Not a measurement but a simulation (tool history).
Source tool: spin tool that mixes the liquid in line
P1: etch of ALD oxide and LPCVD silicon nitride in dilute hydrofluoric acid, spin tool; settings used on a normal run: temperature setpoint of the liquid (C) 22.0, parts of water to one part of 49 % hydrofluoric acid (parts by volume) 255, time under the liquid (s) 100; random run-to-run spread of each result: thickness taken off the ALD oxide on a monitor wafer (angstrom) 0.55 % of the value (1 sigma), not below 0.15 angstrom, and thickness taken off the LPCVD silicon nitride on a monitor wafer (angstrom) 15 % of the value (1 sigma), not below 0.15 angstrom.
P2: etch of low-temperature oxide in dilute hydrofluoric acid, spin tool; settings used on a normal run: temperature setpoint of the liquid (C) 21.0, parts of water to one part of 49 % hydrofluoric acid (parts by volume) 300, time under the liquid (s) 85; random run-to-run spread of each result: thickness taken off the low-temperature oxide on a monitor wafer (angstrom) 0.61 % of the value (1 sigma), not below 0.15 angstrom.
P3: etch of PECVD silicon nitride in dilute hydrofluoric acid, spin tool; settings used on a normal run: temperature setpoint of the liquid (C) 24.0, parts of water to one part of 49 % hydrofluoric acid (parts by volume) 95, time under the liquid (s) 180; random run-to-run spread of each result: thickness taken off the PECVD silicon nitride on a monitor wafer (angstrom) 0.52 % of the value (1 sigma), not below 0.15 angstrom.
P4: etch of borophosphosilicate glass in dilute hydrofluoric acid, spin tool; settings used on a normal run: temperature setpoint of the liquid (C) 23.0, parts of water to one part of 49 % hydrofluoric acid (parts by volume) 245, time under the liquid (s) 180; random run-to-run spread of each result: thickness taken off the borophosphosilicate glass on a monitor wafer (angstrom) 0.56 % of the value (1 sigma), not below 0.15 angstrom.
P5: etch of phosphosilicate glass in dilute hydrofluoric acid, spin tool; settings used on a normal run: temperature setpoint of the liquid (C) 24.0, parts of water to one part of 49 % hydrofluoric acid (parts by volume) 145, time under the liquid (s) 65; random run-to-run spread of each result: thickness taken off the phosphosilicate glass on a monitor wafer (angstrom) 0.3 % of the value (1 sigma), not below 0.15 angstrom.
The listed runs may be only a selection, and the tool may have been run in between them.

run   hour  process that ran  temperature setpoint of the liquid (C)  parts of water to one part of 49 % hydrofluoric acid (parts by volume)  time under the liquid (s)  thickness taken off the ALD oxide on a monitor wafer (angstrom)  thickness taken off the LPCVD silicon nitride on a monitor wafer (angstrom)  thickness taken off the phosphosilicate glass on a monitor wafer (angstrom)  thickness taken off the low-temperature oxide on a monitor wafer (angstrom)  thickness taken off the borophosphosilicate glass on a monitor wafer (angstrom)  thickness taken off the PECVD silicon nitride on a monitor wafer (angstrom)
  1    8.3                P1                                    22.0                                                                     255                        100                                                          43.0150                                                                      2.21310
  2   21.8                P5                                    24.0                                                                     200                         65                                                                                                                                                                                                                     361.06
  3   40.1                P2                                    21.0                                                                     450                         85                                                                                                                                                                                                                                                                                                  26.100
  4   54.9                P4                                    23.0                                                                     245                        285                                                                                                                                                                                                                                                                                                                                                                                   402.53
  5   63.8                P1                                    22.0                                                                     255                        155                                                          67.0790                                                                      2.80530
  6   74.5                P5                                    24.0                                                                     145                         15                                                                                                                                                                                                                     122.05
  7   93.2                P3                                    24.0                                                                     165                        180                                                                                                                                                                                                                                                                                                                                                                                                                                                                30.534
  8  103.2                P3                                    24.0                                                                      95                        180                                                                                                                                                                                                                                                                                                                                                                                                                                                                52.759
  9  116.4                P1                                    17.0                                                                     255                        100                                                          35.3000                                                                      1.61040
 10  132.9                P4                                    23.0                                                                     245                        180                                                                                                                                                                                                                                                                                                                                                                                   253.50
 11  141.8                P3                                    30.0                                                                      95                        180                                                                                                                                                                                                                                                                                                                                                                                                                                                                78.188
 12  160.8                P1                                    22.0                                                                     255                        100                                                          43.0850                                                                      0.97189
 13  171.2                P1                                    22.0                                                                     255                        100                                                          43.4390                                                                      1.86380
 14  180.4                P5                                    24.0                                                                     145                         65                                                                                                                                                                                                                     527.06
 15  197.8                P1                                    22.0                                                                     255                        100                                                          42.9590                                                                      1.68130
 16  211.7                P1                                    22.0                                                                     255                        100                                                          42.5900                                                                      2.38960
 17  226.1                P2                                    21.0                                                                     300                         85                                                                                                                                                                                                                                                                                                  44.745
 18  244.7                P5                                    24.0                                                                     145                         65                                                                                                                                                                                                                     526.68
 19  256.1                P4                                    27.5                                                                     245                        180                                                                                                                                                                                                                                                                                                                                                                                   295.64
 20  265.1                P1                                    22.0                                                                     255                        100                                                          43.0900                                                                      1.82310
 21  281.9                P2                                    26.0                                                                     300                         85                                                                                                                                                                                                                                                                                                  53.653
 22  295.4                P4                                    23.0                                                                     245                        180                                                                                                                                                                                                                                                                                                                                                                                   255.72
 23  313.9                P3                                    24.0                                                                      95                        180                                                                                                                                                                                                                                                                                                                                                                                                                                                                53.050
 24  333.1                P1                                    22.0                                                                     385                        100                                                          25.3360                                                                      1.09780
 25  348.8                P1                                    22.0                                                                     160                        100                                                          75.3660                                                                      2.76920
 26  361.0                P2                                    21.0                                                                     300                         30                                                                                                                                                                                                                                                                                                  15.543
 27  373.1                P3                                    24.0                                                                      95                        285                                                                                                                                                                                                                                                                                                                                                                                                                                                                83.204
 28  384.8                P5                                    19.5                                                                     145                         65                                                                                                                                                                                                                     447.62
 29  398.5                P1                                    22.0                                                                     255                        100                                                          43.1760                                                                      1.76900
 30  411.2                P1                                    29.0                                                                     255                        100                                                          54.8620                                                                      2.29090
 31  430.0                P1                                    22.0                                                                     255                         15                                                           6.6192                                                                      0.53227
 32  440.8                P1                                    22.0                                                                     345                        175                                                          51.2040                                                                      2.18180
 33  457.9                P4                                    23.0                                                                     340                        180                                                                                                                                                                                                                                                                                                                                                                                   168.24
 34  467.4                P1                                    22.0                                                                     255                        100                                                          43.6520                                                                      2.12610
 35  477.3                P1                                    22.0                                                                     255                        100                                                          43.8050                                                                      1.87910
 36  496.4                P1                                    22.0                                                                     255                        100                                                          45.2810                                                                      2.00310
 37  505.0                P1                                    22.0                                                                     255                        100                                                          45.2400                                                                      1.63270
 38  514.8                P1                                    22.0                                                                     255                        100                                                          44.9200                                                                      2.44060
 39  528.8                P1                                    22.0                                                                     255                        100                                                          45.3810                                                                      1.28600
 40  543.0                P1                                    22.0                                                                     255                        100                                                          45.3900                                                                      2.18150

What P1 gives has crept off from where it sat before. The 2 causes that follow fit the log equally well, each at the size noted:
A: hydrofluoric acid flow above the setpoint (%) = 4.27
B: liquid hotter than its thermometer reads (K) = 1.44
The process output started creeping at around hour 467.4.

Consider the 4 single-wafer check runs listed below, results given as question marks: which one distinguishes between the causes by giving clearly different results for each?
check 1  557.2                P3                                    24.0                                                                      95                        180                                                                                                                                                                                                                                                                                                                                                                                                                                                                     ?
check 2  557.2                P2                                    21.0                                                                     300                         85                                                                                                                                                                                                                                                                                                       ?
check 3  557.2                P4                                    23.0                                                                     245                        180                                                                                                                                                                                                                                                                                                                                                                                        ?
check 4  557.2                P5                                    24.0                                                                     145                         65                                                                                                                                                                                                                          ?

What each check would give under each cause:
  check                                                                           result    if A    if B
check 1      thickness taken off the PECVD silicon nitride on a monitor wafer (angstrom)  55.136  58.155
check 2      thickness taken off the low-temperature oxide on a monitor wafer (angstrom)  47.182  47.105
check 3  thickness taken off the borophosphosilicate glass on a monitor wafer (angstrom)  267.99  267.98
check 4      thickness taken off the phosphosilicate glass on a monitor wafer (angstrom)  555.79  559.22
Gap, in per cent, between the two causes that each check separates least, read from the result that separates them most: check 1 5.33 %; check 2 0.16 %; check 3 0 %; check 4 0.62 %
Check 1 tells the causes apart: in the others they would give nearly the same result.

Then check 1 was run and gave: thickness taken off the PECVD silicon nitride on a monitor wafer (angstrom) 58.802. Which cause is it?

It was cause B: liquid hotter than its thermometer reads (K).
